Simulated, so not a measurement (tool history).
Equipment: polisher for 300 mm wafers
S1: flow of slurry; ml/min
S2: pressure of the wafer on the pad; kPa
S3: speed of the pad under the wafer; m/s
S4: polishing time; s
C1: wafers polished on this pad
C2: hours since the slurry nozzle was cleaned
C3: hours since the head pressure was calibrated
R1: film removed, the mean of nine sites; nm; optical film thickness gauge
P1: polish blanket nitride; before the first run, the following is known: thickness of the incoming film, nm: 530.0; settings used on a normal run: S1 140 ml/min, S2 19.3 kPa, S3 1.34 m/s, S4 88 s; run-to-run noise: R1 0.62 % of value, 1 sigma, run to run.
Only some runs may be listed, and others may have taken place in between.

run   hour   S1    S2    S3   S4    C1     C2     C3      R1
  1   10.3  140  19.3  1.34   88   269  263.1    744  154.82
  2     20  140  19.3  1.34   88   343  272.8  753.7  154.67
  3   27.6  140  19.3  1.34   88   401  280.4  761.3  153.93
  4   38.2  140  19.3  1.34   88   482    291  771.9  153.68
  5   50.4  140  19.3   0.9   88   575  303.2  784.1  111.56
  6   58.5  140  19.3  1.34   88   637  311.3  792.2  155.26
  7   70.7  140  30.3  1.34   88   730  323.5  804.4  242.79
  8     81  140  19.3  1.34   88   809  333.8  814.7  154.47
  9   96.8  200  19.3  1.34   88   930  349.6  830.5  162.86
 10  111.5  140  19.3  1.34  139  1042  364.3  845.2  244.18
 11  121.4  140  19.3  0.94  120  1118  374.2  855.1  158.14
 12  129.6   85  19.3  1.34   88  1181  382.4  863.3  137.76
 13  142.9  140  19.3  1.34   64  1282  395.7  876.6  113.02
     143.6  -- slurry nozzle cleaned
 14  155.3  140  19.3   2.1   88  1377   11.7    889  220.47
 15  167.2  140  19.3  1.34   88  1468   23.6  900.9  153.44
 16    175  140  13.8  1.34   88  1528   31.4  908.7  111.78
 17  187.7  140  19.3  1.34   88  1625   44.1  921.4  153.42
 18  195.4  140  19.3  1.34   88  1684   51.8  929.1   151.3
 19  204.3  140  19.3  1.34   88  1752   60.7    938  148.26

For run 20, what comes out?
 20   212  140  19.3  1.34  88  1811  68.4  945.7   ?

Run 20 measured R1 148.64 nm.

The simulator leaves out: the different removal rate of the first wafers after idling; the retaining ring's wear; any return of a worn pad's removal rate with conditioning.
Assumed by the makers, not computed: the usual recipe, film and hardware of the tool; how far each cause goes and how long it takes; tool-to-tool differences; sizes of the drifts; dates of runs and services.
